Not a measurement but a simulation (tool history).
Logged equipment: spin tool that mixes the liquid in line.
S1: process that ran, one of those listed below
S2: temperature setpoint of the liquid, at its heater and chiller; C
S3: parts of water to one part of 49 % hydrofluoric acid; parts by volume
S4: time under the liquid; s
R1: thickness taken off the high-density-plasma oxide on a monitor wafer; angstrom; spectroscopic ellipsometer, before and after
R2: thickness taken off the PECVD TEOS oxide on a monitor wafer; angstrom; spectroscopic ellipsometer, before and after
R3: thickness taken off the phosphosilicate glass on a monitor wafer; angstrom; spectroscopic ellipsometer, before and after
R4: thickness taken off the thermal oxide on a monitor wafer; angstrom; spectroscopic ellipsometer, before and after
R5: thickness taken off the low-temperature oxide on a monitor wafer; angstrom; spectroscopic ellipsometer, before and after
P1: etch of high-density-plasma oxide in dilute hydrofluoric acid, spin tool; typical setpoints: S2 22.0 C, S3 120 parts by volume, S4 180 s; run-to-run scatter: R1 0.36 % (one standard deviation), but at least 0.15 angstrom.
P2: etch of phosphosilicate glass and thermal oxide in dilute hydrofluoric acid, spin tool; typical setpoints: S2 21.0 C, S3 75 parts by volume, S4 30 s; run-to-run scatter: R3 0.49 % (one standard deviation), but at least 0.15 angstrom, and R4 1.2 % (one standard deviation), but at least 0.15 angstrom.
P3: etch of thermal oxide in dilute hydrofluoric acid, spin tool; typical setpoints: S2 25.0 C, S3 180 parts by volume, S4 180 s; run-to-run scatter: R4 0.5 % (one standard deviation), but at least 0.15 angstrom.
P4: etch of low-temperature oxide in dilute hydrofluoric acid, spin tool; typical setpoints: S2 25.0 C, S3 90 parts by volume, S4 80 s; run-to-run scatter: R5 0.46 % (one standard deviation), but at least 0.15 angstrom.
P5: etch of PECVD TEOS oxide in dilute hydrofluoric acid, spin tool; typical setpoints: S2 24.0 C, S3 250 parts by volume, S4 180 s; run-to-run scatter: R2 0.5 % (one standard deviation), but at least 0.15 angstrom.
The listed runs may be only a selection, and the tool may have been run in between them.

run 1 hour=2.9 | S1=P1 S2=22.0 S3=120 S4=180 | R1=107.440
run 2 hour=5.9 | S1=P1 S2=26.5 S3=120 S4=180 | R1=127.740
run 3 hour=9.2 | S1=P5 S2=24.0 S3=340 S4=180 | R2=38.668
run 4 hour=12.6 | S1=P2 S2=21.0 S3=25 S4=30 | R3=2069.80 R4=53.2810
run 5 hour=17.9 | S1=P3 S2=25.0 S3=180 S4=355 | R4=86.7150
run 6 hour=22.5 | S1=P5 S2=17.0 S3=250 S4=180 | R2=43.562
-- hour=24.9 thermometer replaced
run 7 hour=28.4 | S1=P5 S2=24.0 S3=250 S4=180 | R2=57.041
run 8 hour=33.9 | S1=P1 S2=22.0 S3=120 S4=180 | R1=107.540
run 9 hour=37.5 | S1=P3 S2=25.0 S3=180 S4=180 | R4=44.3030
run 10 hour=41.6 | S1=P2 S2=21.0 S3=75 S4=15 | R3=325.12 R4=8.4873
run 11 hour=47.3 | S1=P1 S2=22.0 S3=75 S4=180 | R1=180.800
run 12 hour=50.1 | S1=P1 S2=22.0 S3=120 S4=260 | R1=153.840
run 13 hour=53.7 | S1=P1 S2=22.0 S3=120 S4=30 | R1=17.867
run 14 hour=59.3 | S1=P1 S2=22.0 S3=120 S4=180 | R1=106.440
run 15 hour=65.3 | S1=P4 S2=30.0 S3=90 S4=80 | R5=183.710
run 16 hour=69.1 | S1=P3 S2=33.0 S3=180 S4=180 | R4=58.7500
run 17 hour=75.0 | S1=P2 S2=21.0 S3=75 S4=30 | R3=645.61 R4=16.3570
run 18 hour=77.8 | S1=P1 S2=17.0 S3=120 S4=180 | R1=87.936
run 19 hour=81.9 | S1=P5 S2=24.0 S3=250 S4=180 | R2=56.886
run 20 hour=87.3 | S1=P1 S2=22.0 S3=120 S4=180 | R1=107.190
run 21 hour=90.5 | S1=P5 S2=24.0 S3=250 S4=285 | R2=90.133
run 22 hour=93.3 | S1=P4 S2=25.0 S3=90 S4=80 | R5=151.970
run 23 hour=98.3 | S1=P1 S2=17.0 S3=120 S4=285 | R1=137.900
run 24 hour=101.3 | S1=P3 S2=25.0 S3=180 S4=180 | R4=44.3310
run 25 hour=104.1 | S1=P3 S2=25.0 S3=290 S4=180 | R4=24.4030
run 26 hour=107.1 | S1=P4 S2=25.0 S3=45 S4=80 | R5=322.020
run 27 hour=111.8 | S1=P1 S2=22.0 S3=165 S4=180 | R1=73.678
run 28 hour=117.1 | S1=P4 S2=25.0 S3=90 S4=35 | R5=65.929
run 29 hour=121.3 | S1=P2 S2=27.5 S3=75 S4=30 | R3=840.45 R4=22.0740
run 30 hour=126.7 | S1=P1 S2=22.0 S3=120 S4=180 | R1=107.750
run 31 hour=129.8 | S1=P1 S2=22.0 S3=120 S4=180 | R1=110.340
run 32 hour=132.9 | S1=P1 S2=22.0 S3=120 S4=180 | R1=111.360
run 33 hour=138.0 | S1=P1 S2=22.0 S3=120 S4=180 | R1=114.470
run 34 hour=142.6 | S1=P1 S2=22.0 S3=120 S4=180 | R1=114.660
run 35 hour=148.8 | S1=P1 S2=22.0 S3=120 S4=180 | R1=116.700
run 36 hour=154.2 | S1=P1 S2=22.0 S3=120 S4=180 | R1=116.600
run 37 hour=160.2 | S1=P1 S2=22.0 S3=120 S4=180 | R1=117.390
run 38 hour=165.6 | S1=P1 S2=22.0 S3=120 S4=180 | R1=117.780
run 39 hour=169.4 | S1=P1 S2=22.0 S3=120 S4=180 | R1=116.900

What P1 gives has crept away from where it was. These 2 causes fit the log equally well, each at the size given:
A: liquid hotter than its thermometer reads (K) = 2.38
B: hydrofluoric acid flow above the setpoint (%) = 8.62
The onset of the drift is placed at about hour 126.7.

Of the 4 check runs below, each run on 2 wafers with the results averaged and each result still a question mark, which one would tell the listed causes apart?
run check 1 hour=173.2 | S1=P3 S2=32.0 S3=275 S4=180 | R4=?
run check 2 hour=173.2 | S1=P2 S2=27.0 S3=75 S4=15 | R3=? R4=?
run check 3 hour=173.2 | S1=P4 S2=25.0 S3=55 S4=80 | R5=?
run check 4 hour=173.2 | S1=P5 S2=17.5 S3=250 S4=180 | R2=?

How each check would come out, cause by cause:
check=check_1 result=R4 if_A=35.6120 if_B=36.8310
check=check_2 result=R3 if_A=451.88 if_B=451.06
check=check_2 result=R4 if_A=11.6600 if_B=11.6390
check=check_3 result=R5 if_A=285.020 if_B=282.930
check=check_4 result=R2 if_A=49.088 if_B=49.564
How far apart the two closest causes lie, in the result that separates them most: check 1 3.37 %; check 2 0.18 %; check 3 0.74 %; check 4 0.97 %
Only check 1 tells the causes apart: in the others they would give nearly the same result.

Check 1 was carried out, with these results: R4 35.8930 angstrom. Which of the listed causes is responsible?

The cause is A: liquid hotter than its thermometer reads (K).

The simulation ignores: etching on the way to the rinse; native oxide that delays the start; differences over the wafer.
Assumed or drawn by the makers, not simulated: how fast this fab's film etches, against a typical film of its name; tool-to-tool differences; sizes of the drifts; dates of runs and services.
